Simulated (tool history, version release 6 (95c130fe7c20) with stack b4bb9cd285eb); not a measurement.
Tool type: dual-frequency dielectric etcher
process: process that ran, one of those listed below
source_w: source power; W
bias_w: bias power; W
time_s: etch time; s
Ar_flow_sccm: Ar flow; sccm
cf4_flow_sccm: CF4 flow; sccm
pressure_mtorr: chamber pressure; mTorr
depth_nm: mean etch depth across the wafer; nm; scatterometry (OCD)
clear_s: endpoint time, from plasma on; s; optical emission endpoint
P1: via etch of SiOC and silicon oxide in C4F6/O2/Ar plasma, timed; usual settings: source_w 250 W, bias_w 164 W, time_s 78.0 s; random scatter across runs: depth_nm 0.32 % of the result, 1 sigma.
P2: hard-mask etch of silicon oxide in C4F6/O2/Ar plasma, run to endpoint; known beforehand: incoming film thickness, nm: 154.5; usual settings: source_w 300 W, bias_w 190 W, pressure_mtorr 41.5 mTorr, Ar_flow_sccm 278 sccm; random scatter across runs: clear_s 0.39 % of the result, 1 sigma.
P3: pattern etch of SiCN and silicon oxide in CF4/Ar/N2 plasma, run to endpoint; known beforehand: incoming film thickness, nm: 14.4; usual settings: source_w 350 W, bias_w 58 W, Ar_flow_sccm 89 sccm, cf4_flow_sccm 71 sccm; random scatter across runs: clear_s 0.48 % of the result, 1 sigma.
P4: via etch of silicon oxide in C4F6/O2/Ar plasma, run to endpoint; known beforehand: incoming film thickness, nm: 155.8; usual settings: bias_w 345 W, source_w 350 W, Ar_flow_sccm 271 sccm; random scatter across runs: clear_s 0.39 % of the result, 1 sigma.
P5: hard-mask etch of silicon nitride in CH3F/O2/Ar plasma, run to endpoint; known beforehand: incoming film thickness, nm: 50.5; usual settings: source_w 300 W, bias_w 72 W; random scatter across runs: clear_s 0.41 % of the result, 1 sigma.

{"run": 1, "hour": 12.4, "process": "P1", "source_w": 250, "bias_w": 164, "time_s": 78.0, "depth_nm": 69.69}
{"run": 2, "hour": 19.3, "process": "P1", "source_w": 250, "bias_w": 108, "time_s": 78.0, "depth_nm": 61.478}
{"run": 3, "hour": 33.8, "process": "P3", "source_w": 350, "bias_w": 58, "Ar_flow_sccm": 72, "cf4_flow_sccm": 71, "clear_s": 21.619}
{"run": 4, "hour": 48.6, "process": "P3", "source_w": 350, "bias_w": 58, "Ar_flow_sccm": 89, "cf4_flow_sccm": 96, "clear_s": 21.038}
{"run": 5, "hour": 60.3, "process": "P1", "source_w": 250, "bias_w": 221, "time_s": 78.0, "depth_nm": 77.634}
{"run": 6, "hour": 68.8, "process": "P1", "source_w": 250, "bias_w": 164, "time_s": 78.0, "depth_nm": 70.43}
{"run": 7, "hour": 82.6, "process": "P1", "source_w": 180, "bias_w": 164, "time_s": 78.0, "depth_nm": 62.25}
{"run": 8, "hour": 94.7, "process": "P1", "source_w": 250, "bias_w": 164, "time_s": 78.0, "depth_nm": 70.633}
{"run": 9, "hour": 106.4, "process": "P2", "source_w": 430, "bias_w": 190, "Ar_flow_sccm": 278, "pressure_mtorr": 41.5, "clear_s": 48.624}
{"run": 10, "hour": 118.1, "process": "P4", "source_w": 490, "bias_w": 345, "Ar_flow_sccm": 271, "clear_s": 36.144}
{"run": 11, "hour": 131.1, "process": "P5", "source_w": 300, "bias_w": 51, "clear_s": 88.77}
{"run": 12, "hour": 138.7, "process": "P4", "source_w": 350, "bias_w": 345, "Ar_flow_sccm": 271, "clear_s": 41.113}
{"run": 13, "hour": 146.4, "process": "P3", "source_w": 350, "bias_w": 58, "Ar_flow_sccm": 89, "cf4_flow_sccm": 71, "clear_s": 22.043}
{"run": 14, "hour": 156.4, "process": "P5", "source_w": 170, "bias_w": 72, "clear_s": 97.994}
{"run": 15, "hour": 166.4, "process": "P4", "source_w": 350, "bias_w": 345, "Ar_flow_sccm": 219, "clear_s": 40.063}
{"run": 16, "hour": 176.8, "process": "P2", "source_w": 300, "bias_w": 113, "Ar_flow_sccm": 278, "pressure_mtorr": 41.5, "clear_s": 65.758}
{"run": 17, "hour": 189.7, "process": "P4", "source_w": 350, "bias_w": 345, "Ar_flow_sccm": 271, "clear_s": 41.132}
{"run": 18, "hour": 204.3, "process": "P5", "source_w": 300, "bias_w": 72, "clear_s": 78.963}
{"run": 19, "hour": 217.9, "process": "P1", "source_w": 250, "bias_w": 164, "time_s": 96.0, "depth_nm": 86.524}
{"run": 20, "hour": 225.9, "process": "P3", "source_w": 350, "bias_w": 37, "Ar_flow_sccm": 89, "cf4_flow_sccm": 71, "clear_s": 25.341}
{"run": 21, "hour": 233.1, "process": "P2", "source_w": 300, "bias_w": 190, "Ar_flow_sccm": 278, "pressure_mtorr": 41.5, "clear_s": 56.119}
{"run": 22, "hour": 239.7, "process": "P3", "source_w": 350, "bias_w": 58, "Ar_flow_sccm": 89, "cf4_flow_sccm": 71, "clear_s": 22.054}
{"run": 23, "hour": 252.3, "process": "P1", "source_w": 250, "bias_w": 164, "time_s": 49.5, "depth_nm": 44.696}
{"run": 24, "hour": 266.9, "process": "P1", "source_w": 320, "bias_w": 164, "time_s": 53.0, "depth_nm": 52.565}
{"run": 25, "hour": 278.1, "process": "P1", "source_w": 310, "bias_w": 164, "time_s": 78.0, "depth_nm": 76.496}
{"run": 26, "hour": 288.4, "process": "P1", "source_w": 250, "bias_w": 164, "time_s": 78.0, "depth_nm": 70.296}
{"run": 27, "hour": 302.5, "process": "P4", "source_w": 350, "bias_w": 228, "Ar_flow_sccm": 271, "clear_s": 47.515}
{"run": 28, "hour": 309.9, "process": "P2", "source_w": 300, "bias_w": 190, "Ar_flow_sccm": 278, "pressure_mtorr": 41.5, "clear_s": 56.429}
{"run": 29, "hour": 317.6, "process": "P3", "source_w": 490, "bias_w": 58, "Ar_flow_sccm": 89, "cf4_flow_sccm": 71, "clear_s": 16.323}
{"run": 30, "hour": 329.7, "process": "P2", "source_w": 300, "bias_w": 190, "Ar_flow_sccm": 278, "pressure_mtorr": 32.5, "clear_s": 54.631}
{"run": 31, "hour": 338.6, "process": "P1", "source_w": 250, "bias_w": 164, "time_s": 78.0, "depth_nm": 70.444}
{"run": 32, "hour": 351.4, "process": "P2", "source_w": 300, "bias_w": 190, "Ar_flow_sccm": 180, "pressure_mtorr": 41.5, "clear_s": 53.261}
{"run": 33, "hour": 364.8, "process": "P1", "source_w": 250, "bias_w": 164, "time_s": 78.0, "depth_nm": 70.435}
{"run": 34, "hour": 372.4, "process": "P1", "source_w": 250, "bias_w": 164, "time_s": 78.0, "depth_nm": 70.035}
{"run": 35, "hour": 379.2, "process": "P1", "source_w": 250, "bias_w": 164, "time_s": 78.0, "depth_nm": 70.304}
{"run": 36, "hour": 392.6, "process": "P1", "source_w": 250, "bias_w": 164, "time_s": 78.0, "depth_nm": 69.461}
{"hour": 402.8, "done": "wet clean of the chamber"}
{"run": 37, "hour": 404.5, "process": "P1", "source_w": 250, "bias_w": 164, "time_s": 78.0, "depth_nm": 69.468}
{"run": 38, "hour": 412.3, "process": "P1", "source_w": 250, "bias_w": 164, "time_s": 78.0, "depth_nm": 69.691}
{"run": 39, "hour": 419.6, "process": "P1", "source_w": 250, "bias_w": 164, "time_s": 78.0, "depth_nm": 69.152}
{"run": 40, "hour": 431.5, "process": "P1", "source_w": 250, "bias_w": 164, "time_s": 78.0, "depth_nm": 68.938}
{"run": 41, "hour": 445.9, "process": "P1", "source_w": 250, "bias_w": 164, "time_s": 78.0, "depth_nm": 69.055}

Compared with where it was, what P1 gives has crept away. Each cause listed below fits the log as well as the rest, at the size given for it:
A: source power that arrives under what is set, % = 4.08
B: bias power that arrives under what is set, % = 4.82
Creep in the process output first set in at about hour 372.4.
All other causes, with the reason each is excluded:
chamber walls in a state that lowers the etch rate, %: maintenance at hour 402.8, after the shift began, did not return the process to its former output

Below are 4 check runs, each averaged over 3 wafers, with their results shown as question marks. Which of them would give clearly different results depending on which cause is behind the drift?
{"run": "check 1", "hour": 460.3, "process": "P3", "source_w": 470, "bias_w": 58, "Ar_flow_sccm": 89, "cf4_flow_sccm": 94, "clear_s": "?"}
{"run": "check 2", "hour": 460.3, "process": "P2", "source_w": 370, "bias_w": 190, "Ar_flow_sccm": 213, "pressure_mtorr": 41.5, "clear_s": "?"}
{"run": "check 3", "hour": 460.3, "process": "P5", "source_w": 300, "bias_w": 52, "clear_s": "?"}
{"run": "check 4", "hour": 460.3, "process": "P4", "source_w": 480, "bias_w": 345, "Ar_flow_sccm": 271, "clear_s": "?"}

If the cause were each of the candidates in turn, the checks would give the following:
check=check_1 result=clear_s if_A=16.937 if_B=16.559
check=check_2 result=clear_s if_A=50.963 if_B=50.945
check=check_3 result=clear_s if_A=89.784 if_B=89.775
check=check_4 result=clear_s if_A=36.965 if_B=37.021
Minimum pairwise separation of causes per check, each pair taken at its best-separating result: check 1 2.25 %; check 2 0.03 %; check 3 0.01 %; check 4 0.15 %
The other checks would show nearly matching results whichever cause is true, so check 1 is the only one that separates the causes.

After running check 1, the following was obtained: clear_s 16.467 s. Which cause does this point to?

Of the candidate causes, it is B: bias power that arrives under what is set, %.
